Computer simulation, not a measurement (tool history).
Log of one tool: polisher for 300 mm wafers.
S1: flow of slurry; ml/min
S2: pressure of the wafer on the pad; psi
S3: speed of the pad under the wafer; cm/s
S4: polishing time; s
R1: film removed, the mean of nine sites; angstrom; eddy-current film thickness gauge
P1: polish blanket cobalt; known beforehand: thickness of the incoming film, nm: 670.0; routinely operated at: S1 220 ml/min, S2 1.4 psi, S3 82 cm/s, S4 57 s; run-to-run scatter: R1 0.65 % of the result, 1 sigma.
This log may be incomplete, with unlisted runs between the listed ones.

| run | hour | S1 | S2 | S3 | S4 | R1 |
|---|---|---|---|---|---|---|
| 1 | 4.1 | 220 | 1.4 | 82 | 57 | 1531.80 |
| 2 | 8.8 | 220 | 1.0 | 82 | 57 | 1071.40 |
| 3 | 13.9 | 220 | 2.0 | 82 | 57 | 2171.10 |
| 4 | 18.8 | 220 | 1.9 | 82 | 82 | 2970.80 |
| 5 | 23.3 | 220 | 1.4 | 82 | 75 | 1980.00 |
| 6 | 26.8 | 220 | 1.4 | 82 | 57 | 1501.50 |
| 7 | 33.8 | 220 | 1.4 | 82 | 57 | 1517.60 |
| 8 | 38.5 | 220 | 1.4 | 120 | 57 | 2244.40 |
| 9 | 44.0 | 220 | 1.4 | 82 | 57 | 1518.30 |
| 10 | 47.4 | 220 | 1.4 | 82 | 57 | 1520.10 |
|  | 51.5 | head pressure recalibrated |
| 11 | 52.3 | 220 | 1.4 | 82 | 57 | 1527.20 |
| 12 | 59.1 | 220 | 1.4 | 82 | 31 | 820.87 |
| 13 | 65.1 | 220 | 1.4 | 48 | 57 | 883.31 |
| 14 | 70.1 | 340 | 1.4 | 82 | 57 | 1570.50 |
| 15 | 76.3 | 130 | 1.4 | 82 | 57 | 1401.30 |
| 16 | 80.7 | 220 | 1.4 | 82 | 57 | 1515.40 |
| 17 | 86.7 | 220 | 1.4 | 82 | 57 | 1480.60 |

Forecast run 18:
| 18 | 92.1 | 220 | 1.4 | 82 | 57 | ? |

R1: 1466.70 angstrom
